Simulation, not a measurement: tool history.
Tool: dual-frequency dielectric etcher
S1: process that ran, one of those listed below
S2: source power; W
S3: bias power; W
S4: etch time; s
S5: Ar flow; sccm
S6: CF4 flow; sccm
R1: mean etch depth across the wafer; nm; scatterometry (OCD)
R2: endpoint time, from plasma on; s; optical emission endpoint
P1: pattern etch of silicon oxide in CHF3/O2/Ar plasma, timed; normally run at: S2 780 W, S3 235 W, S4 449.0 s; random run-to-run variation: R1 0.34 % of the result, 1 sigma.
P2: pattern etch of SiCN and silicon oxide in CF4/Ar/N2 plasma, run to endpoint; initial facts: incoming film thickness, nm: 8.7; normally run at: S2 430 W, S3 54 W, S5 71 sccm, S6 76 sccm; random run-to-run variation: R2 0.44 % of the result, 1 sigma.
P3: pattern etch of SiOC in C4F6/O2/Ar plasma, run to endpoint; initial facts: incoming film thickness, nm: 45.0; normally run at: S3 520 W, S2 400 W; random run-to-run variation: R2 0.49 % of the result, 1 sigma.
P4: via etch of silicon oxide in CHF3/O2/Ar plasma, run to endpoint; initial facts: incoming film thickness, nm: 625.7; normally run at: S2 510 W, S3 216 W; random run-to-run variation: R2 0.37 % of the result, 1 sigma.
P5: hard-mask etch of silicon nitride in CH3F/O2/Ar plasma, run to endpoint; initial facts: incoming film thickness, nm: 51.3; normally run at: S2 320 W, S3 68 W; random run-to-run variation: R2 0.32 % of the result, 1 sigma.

run   hour  S1   S2   S3     S4  S5  S6       R1       R2
  1    4.2  P1  780  235  449.0          1083.80
  2    7.3  P3  400  308                           17.513
  3   12.4  P2  430   54         71  76            10.597
  4   17.4  P1  780  235  449.0          1082.00
  5   21.0  P1  780  235  449.0          1077.50
  6   27.8  P1  780  235  449.0          1083.20
  7   31.0  P2  430   54         97  76            10.873
  8   35.7  P1  780  152  356.5           742.73
  9   40.5  P5  320   86                           75.476
 10   44.3  P5  430   68                           73.334
 11   49.4  P5  320   68                           82.442
 12   54.5  P1  780  235  449.0          1086.70
 13   60.9  P1  780  235  449.0          1078.80
 14   66.8  P1  980  235  449.0          1180.20
 15   71.4  P1  780  325  449.0          1212.60
 16   76.8  P5  320   68                           82.707
 17   83.1  P1  780  185  449.0           995.25
 18   86.2  P4  510  302                          279.090
 19   91.0  P2  430   54         71  76            10.532
 20   97.7  P1  780  235  319.0           769.72
 21  102.8  P1  780  235  449.0          1085.00
 22  108.6  P4  510  216                          315.280
 23  113.4  P1  780  182  311.0           688.36
 24  117.2  P1  780  235  624.0          1500.70
 25  122.3  P1  580  235  449.0           965.80
 26  126.0  P2  430   42         71  76            11.248
 27  132.6  P2  430   54         71  97            10.146
 28  139.4  P4  510  216                          312.390
 29  146.1  P3  400  520                           14.388
 30  151.1  P2  340   54         71  76            12.998
 31  155.0  P3  270  520                           16.736
 32  160.9  P1  970  235  328.0           856.34
 33  164.2  P4  360  216                          356.090
 34  168.1  P1  780  235  449.0          1077.50
 35  172.9  P1  780  235  449.0          1076.20
 36  178.4  P1  780  235  449.0          1070.90
 37  183.7  P1  780  235  449.0          1069.00
 38  190.1  P1  780  235  449.0          1066.60
 39  193.3  P1  780  235  449.0          1065.20
 40  200.2  P1  780  235  449.0          1066.70
 41  206.5  P1  780  235  449.0          1057.90
     209.5  -- wet clean of the chamber
 42  211.1  P1  780  235  449.0          1062.20
 43  216.8  P1  780  235  449.0          1059.60
 44  221.5  P1  780  235  449.0          1060.60
 45  226.9  P1  780  235  449.0          1059.10

Compared with where it was, what P1 gives has crept away. Each cause listed below fits the log as well as the rest, at the size given for it:
A: bias power that arrives under what is set, % = 4.84
B: source power that arrives under what is set, % = 4.43
At approximately hour 168.1, the process output began to creep.
Ruled out, with reasons:
chamber walls in a state that lowers the etch rate, %: serviced at hour 209.5, after the drift had started, without restoring the earlier output

The list below offers 4 check runs, each averaging the results of 2 wafers, and shows each result as a question mark. For which of them would the listed causes give clearly different results?
check 1  232.3  P2  430   54      71  76       ?
check 2  232.3  P3  400  520                   ?
check 3  232.3  P4  510  216                   ?
check 4  232.3  P5  320   68                   ?

Predicted outcomes, by check and by cause:
  check  result     if A     if B
check 1      R2   10.649   10.929
check 2      R2   14.706   14.679
check 3      R2  318.850  318.760
check 4      R2   84.009   84.023
Separation of the two closest causes in each check, using whichever result separates them best: check 1 2.6 %; check 2 0.19 %; check 3 0.03 %; check 4 0.02 %
Check 1 distinguishes between the causes, while the remaining checks would return nearly the same result for all of them.

Check 1 was then run and gave: R2 10.659 s. Which cause is it?

The cause is A: bias power that arrives under what is set, %.
